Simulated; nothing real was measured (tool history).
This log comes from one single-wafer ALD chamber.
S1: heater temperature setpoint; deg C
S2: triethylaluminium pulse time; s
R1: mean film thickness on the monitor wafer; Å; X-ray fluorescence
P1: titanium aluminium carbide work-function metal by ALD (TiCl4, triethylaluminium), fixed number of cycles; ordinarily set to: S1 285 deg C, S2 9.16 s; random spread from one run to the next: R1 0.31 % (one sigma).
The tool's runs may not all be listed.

run   hour   S1     S2      R1
  1    5.3  285   9.16  18.797
  2   12.5  285   9.16  18.690
  3   18.1  266  14.06  17.775
  4   25.4  285   9.16  18.757
  5   31.9  285   3.17  12.965
  6   40.6  285   9.16  18.722
  7   48.2  285   9.16  18.644
  8   54.2  285   9.16  18.670
  9   59.6  307   9.16  20.617
 10   64.1  285   9.16  18.738
 11   71.3  262   9.16  16.915
 12   75.6  285  13.35  19.489
 13   81.3  301   5.45  17.932
 14   85.8  285   9.16  18.796
 15   93.3  285   9.16  18.608
 16  101.1  285   9.16  18.553
 17  105.0  285   9.16  18.477
 18  112.9  285   9.16  18.434
 19  121.5  285   9.16  18.506
 20  128.6  285   9.16  18.442
 21  133.1  285   9.16  18.435
 22  141.2  285   9.16  18.393
 23  145.8  285   9.16  18.366
 24  151.8  285   9.16  18.314

Compared with where it was, what P1 gives has crept away. Each cause listed below fits the log as well as the rest, at the size given for it:
A: triethylaluminium dose below that of a fresh bottle (%) = 12.4
B: wafer temperature below the value expected at the setpoint (K) = 4.66
The onset of the drift is placed at about hour 85.8.

Below are 4 check runs, each on a single wafer, with their results shown as question marks. Which of them would tell the listed causes apart, meaning the causes would give clearly different results under it?
check 1  157.8  295  9.16   ?
check 2  157.8  304  9.16   ?
check 3  157.8  265  9.16   ?
check 4  157.8  285  4.76   ?

How each check would come out, cause by cause:
  check  result    if A    if B
check 1      R1  19.233  19.247
check 2      R1  20.001  20.028
check 3      R1  16.719  16.692
check 4      R1  14.961  15.482
Separation of the two closest causes in each check, using whichever result separates them best: check 1 0.07 %; check 2 0.14 %; check 3 0.17 %; check 4 3.42 %
Of the check runs offered, only check 4 discriminates between the causes; the rest would read about the same regardless of which cause applies.

With check 4 done, the readings were: R1 15.551 Å. Identify which of the listed causes applies.

The cause is B: wafer temperature below the value expected at the setpoint (K).

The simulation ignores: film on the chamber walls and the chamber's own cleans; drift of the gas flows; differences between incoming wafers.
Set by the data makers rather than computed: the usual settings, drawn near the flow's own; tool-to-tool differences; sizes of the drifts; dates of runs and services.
